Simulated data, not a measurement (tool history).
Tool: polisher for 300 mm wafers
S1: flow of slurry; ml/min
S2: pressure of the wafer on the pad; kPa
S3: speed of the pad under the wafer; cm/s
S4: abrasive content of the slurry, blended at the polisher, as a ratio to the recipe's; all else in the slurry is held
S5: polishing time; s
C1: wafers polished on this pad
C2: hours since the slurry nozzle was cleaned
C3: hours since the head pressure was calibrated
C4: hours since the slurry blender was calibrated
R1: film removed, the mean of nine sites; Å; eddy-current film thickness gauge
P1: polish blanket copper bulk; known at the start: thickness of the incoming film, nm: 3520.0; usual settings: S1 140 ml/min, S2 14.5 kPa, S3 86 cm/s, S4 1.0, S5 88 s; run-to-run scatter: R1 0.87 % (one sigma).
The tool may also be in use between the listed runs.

Run 1, hour 5.5: S1 140 ml/min, S2 14.5 kPa, S3 86 cm/s, S4 1.0, S5 88 s; C1 646; C2 144.9; C3 638.1; C4 110.6. Result: R1 4162.5 Å.
Run 2, hour 9.9: S1 205 ml/min, S2 14.5 kPa, S3 86 cm/s, S4 1.0, S5 88 s; C1 698; C2 149.3; C3 642.5; C4 115.0. Result: R1 4372.5 Å.
Run 3, hour 16.6: S1 140 ml/min, S2 14.5 kPa, S3 86 cm/s, S4 0.6, S5 88 s; C1 777; C2 156.0; C3 649.2; C4 121.7. Result: R1 3739.9 Å.
Run 4, hour 22.6: S1 140 ml/min, S2 14.5 kPa, S3 86 cm/s, S4 1.4, S5 88 s; C1 848; C2 162.0; C3 655.2; C4 127.7. Result: R1 4481.2 Å.
Run 5, hour 30.2: S1 140 ml/min, S2 6.9 kPa, S3 86 cm/s, S4 1.0, S5 88 s; C1 938; C2 169.6; C3 662.8; C4 135.3. Result: R1 1987.5 Å.
Run 6, hour 37.8: S1 140 ml/min, S2 14.5 kPa, S3 54 cm/s, S4 1.0, S5 88 s; C1 1027; C2 177.2; C3 670.4; C4 142.9. Result: R1 2636.0 Å.
Run 7, hour 45.7: S1 140 ml/min, S2 14.5 kPa, S3 86 cm/s, S4 1.0, S5 88 s; C1 1120; C2 185.1; C3 678.3; C4 150.8. Result: R1 4147.2 Å.
Run 8, hour 51.7: S1 140 ml/min, S2 18.6 kPa, S3 86 cm/s, S4 1.0, S5 88 s; C1 1191; C2 191.1; C3 684.3; C4 156.8. Result: R1 5361.9 Å.
Run 9, hour 60.6: S1 85 ml/min, S2 14.5 kPa, S3 86 cm/s, S4 1.0, S5 88 s; C1 1296; C2 200.0; C3 693.2; C4 165.7. Result: R1 3693.6 Å.
Run 10, hour 66.1: S1 140 ml/min, S2 14.5 kPa, S3 86 cm/s, S4 1.0, S5 40 s; C1 1361; C2 205.5; C3 698.7; C4 171.2. Result: R1 1904.3 Å.
Run 11, hour 72.0: S1 140 ml/min, S2 14.5 kPa, S3 86 cm/s, S4 1.0, S5 88 s; C1 1431; C2 211.4; C3 704.6; C4 177.1. Result: R1 4159.6 Å.
Run 12, hour 76.6: S1 140 ml/min, S2 14.5 kPa, S3 134 cm/s, S4 1.0, S5 88 s; C1 1485; C2 216.0; C3 709.2; C4 181.7. Result: R1 6371.5 Å.
Run 13, hour 84.8: S1 140 ml/min, S2 14.5 kPa, S3 86 cm/s, S4 1.0, S5 88 s; C1 1582; C2 224.2; C3 717.4; C4 189.9. Result: R1 4155.6 Å.
Run 14, hour 90.3: S1 140 ml/min, S2 14.5 kPa, S3 86 cm/s, S4 1.0, S5 134 s; C1 1646; C2 229.7; C3 722.9; C4 195.4. Result: R1 6378.5 Å.
At hour 95.9: head pressure recalibrated.
Run 15, hour 97.0: S1 140 ml/min, S2 14.5 kPa, S3 86 cm/s, S4 1.0, S5 88 s; C1 1725; C2 236.4; C3 1.1; C4 202.1. Result: R1 4177.2 Å.
Run 16, hour 105.0: S1 105 ml/min, S2 14.5 kPa, S3 86 cm/s, S4 1.0, S5 114 s; C1 1820; C2 244.4; C3 9.1; C4 210.1. Result: R1 5131.0 Å.
Run 17, hour 110.6: S1 140 ml/min, S2 14.5 kPa, S3 86 cm/s, S4 1.0, S5 88 s; C1 1886; C2 250.0; C3 14.7; C4 215.7. Result: R1 4198.8 Å.
Run 18, hour 115.9: S1 140 ml/min, S2 14.5 kPa, S3 86 cm/s, S4 1.0, S5 88 s; C1 1948; C2 255.3; C3 20.0; C4 221.0. Result: R1 3997.0 Å.
Run 19, hour 121.2: S1 140 ml/min, S2 14.5 kPa, S3 86 cm/s, S4 1.0, S5 88 s; C1 2011; C2 260.6; C3 25.3; C4 226.3. Result: R1 3927.8 Å.
Run 20, hour 126.6: S1 140 ml/min, S2 14.5 kPa, S3 86 cm/s, S4 1.0, S5 88 s; C1 2075; C2 266.0; C3 30.7; C4 231.7. Result: R1 3823.7 Å.
Run 21, hour 131.9: S1 140 ml/min, S2 14.5 kPa, S3 86 cm/s, S4 1.0, S5 88 s; C1 2137; C2 271.3; C3 36.0; C4 237.0. Result: R1 3809.9 Å.
At hour 132.8: worn pad replaced by a new one.
Run 22, hour 136.6: S1 140 ml/min, S2 14.5 kPa, S3 86 cm/s, S4 1.0, S5 88 s; C1 45; C2 276.0; C3 40.7; C4 241.7. Result: R1 3807.3 Å.
At hour 136.7: slurry blender recalibrated.
Run 23, hour 145.1: S1 140 ml/min, S2 14.5 kPa, S3 86 cm/s, S4 1.0, S5 88 s; C1 145; C2 284.5; C3 49.2; C4 8.4. Result: R1 3785.8 Å.
Run 24, hour 150.0: S1 140 ml/min, S2 14.5 kPa, S3 86 cm/s, S4 1.0, S5 88 s; C1 203; C2 289.4; C3 54.1; C4 13.3. Result: R1 3822.1 Å.
Run 25, hour 154.1: S1 140 ml/min, S2 14.5 kPa, S3 86 cm/s, S4 1.0, S5 88 s; C1 252; C2 293.5; C3 58.2; C4 17.4. Result: R1 3781.5 Å.
Run 26, hour 162.8: S1 140 ml/min, S2 14.5 kPa, S3 86 cm/s, S4 1.0, S5 88 s; C1 354; C2 302.2; C3 66.9; C4 26.1. Result: R1 3755.3 Å.

What P1 gives has crept away from where it was. These 2 causes fit the log equally well, each at the size given:
A: slurry flow missing at the pad, % = 36.2
B: head's pressure below its setpoint, % = 9.62
The creep began at about hour 110.6.
Why every other cause is out:
removal rate lost through wear of the pad, %: serviced at hour 132.8, which brought nothing back
abrasive missing from the slurry, %: serviced at hour 136.7, which brought nothing back

4 check runs are offered, each on 5 wafers whose results are averaged, their results left as question marks. Which one tells the causes apart?
Run check 1, hour 171.5: S1 140 ml/min, S2 14.5 kPa, S3 86 cm/s, S4 1.40, S5 88 s. Result: R1 ?.
Run check 2, hour 171.5: S1 205 ml/min, S2 14.5 kPa, S3 86 cm/s, S4 0.65, S5 88 s. Result: R1 ?.
Run check 3, hour 171.5: S1 140 ml/min, S2 7.6 kPa, S3 86 cm/s, S4 1.00, S5 52 s. Result: R1 ?.
Run check 4, hour 171.5: S1 140 ml/min, S2 14.5 kPa, S3 134 cm/s, S4 1.00, S5 126 s. Result: R1 ?.

What each check would give under each cause:
  check  result    if A    if B
check 1      R1  4054.9  4055.3
check 2      R1  3761.8  3651.9
check 3      R1  1166.1  1166.2
check 4      R1  8405.1  8405.9
How far apart the two closest causes lie, in the result that separates them most: check 1 0.01 %; check 2 2.96 %; check 3 0.01 %; check 4 0.01 %
Check 2 tells the causes apart: in the others they would give nearly the same result.

Then check 2 was run and gave: R1 3654.5 Å. Which cause is it?

It is B: head's pressure below its setpoint, %.
